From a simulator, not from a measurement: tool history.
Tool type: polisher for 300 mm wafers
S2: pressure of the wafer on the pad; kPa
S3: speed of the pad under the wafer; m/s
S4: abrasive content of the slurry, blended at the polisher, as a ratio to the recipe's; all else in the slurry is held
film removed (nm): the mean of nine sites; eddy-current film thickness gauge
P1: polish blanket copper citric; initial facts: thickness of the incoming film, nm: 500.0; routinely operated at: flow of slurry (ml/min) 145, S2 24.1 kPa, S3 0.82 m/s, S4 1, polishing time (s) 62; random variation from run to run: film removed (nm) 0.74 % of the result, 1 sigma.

run 1 hour=18 | flow_of_slurry_(ml/min)=145 S2=24.1 S3=0.82 S4=1 polishing_time_(s)=62 | film_removed_(nm)=129.49
run 2 hour=35.7 | flow_of_slurry_(ml/min)=145 S2=24.1 S3=0.82 S4=1 polishing_time_(s)=62 | film_removed_(nm)=128.06
run 3 hour=55.2 | flow_of_slurry_(ml/min)=145 S2=35.9 S3=0.82 S4=1 polishing_time_(s)=62 | film_removed_(nm)=187.21
run 4 hour=71.2 | flow_of_slurry_(ml/min)=145 S2=24.1 S3=1.22 S4=1 polishing_time_(s)=62 | film_removed_(nm)=189.43
run 5 hour=84.4 | flow_of_slurry_(ml/min)=145 S2=24.1 S3=0.82 S4=0.55 polishing_time_(s)=62 | film_removed_(nm)=113.08
run 6 hour=94.5 | flow_of_slurry_(ml/min)=145 S2=24.1 S3=0.82 S4=1 polishing_time_(s)=62 | film_removed_(nm)=127.52
run 7 hour=110.2 | flow_of_slurry_(ml/min)=220 S2=24.1 S3=0.82 S4=1 polishing_time_(s)=62 | film_removed_(nm)=134.83
run 8 hour=125.2 | flow_of_slurry_(ml/min)=145 S2=24.1 S3=0.82 S4=1.45 polishing_time_(s)=62 | film_removed_(nm)=140.09
run 9 hour=140.6 | flow_of_slurry_(ml/min)=110 S2=15.9 S3=0.82 S4=1 polishing_time_(s)=62 | film_removed_(nm)=80.778
run 10 hour=156.2 | flow_of_slurry_(ml/min)=145 S2=24.1 S3=0.48 S4=1 polishing_time_(s)=62 | film_removed_(nm)=75.112
run 11 hour=166.4 | flow_of_slurry_(ml/min)=145 S2=24.1 S3=0.82 S4=1 polishing_time_(s)=33 | film_removed_(nm)=67.022
run 12 hour=184.9 | flow_of_slurry_(ml/min)=85 S2=24.1 S3=0.82 S4=1 polishing_time_(s)=62 | film_removed_(nm)=111.5
run 13 hour=200.2 | flow_of_slurry_(ml/min)=145 S2=24.1 S3=0.82 S4=1 polishing_time_(s)=62 | film_removed_(nm)=127.9
run 14 hour=214.3 | flow_of_slurry_(ml/min)=145 S2=24.1 S3=0.82 S4=1 polishing_time_(s)=94 | film_removed_(nm)=191.1

For run 15, what comes out?
run 15 hour=228.8 | flow_of_slurry_(ml/min)=145 S2=12.4 S3=0.82 S4=1 polishing_time_(s)=62 | film_removed_(nm)=?

film removed (nm): 67.241

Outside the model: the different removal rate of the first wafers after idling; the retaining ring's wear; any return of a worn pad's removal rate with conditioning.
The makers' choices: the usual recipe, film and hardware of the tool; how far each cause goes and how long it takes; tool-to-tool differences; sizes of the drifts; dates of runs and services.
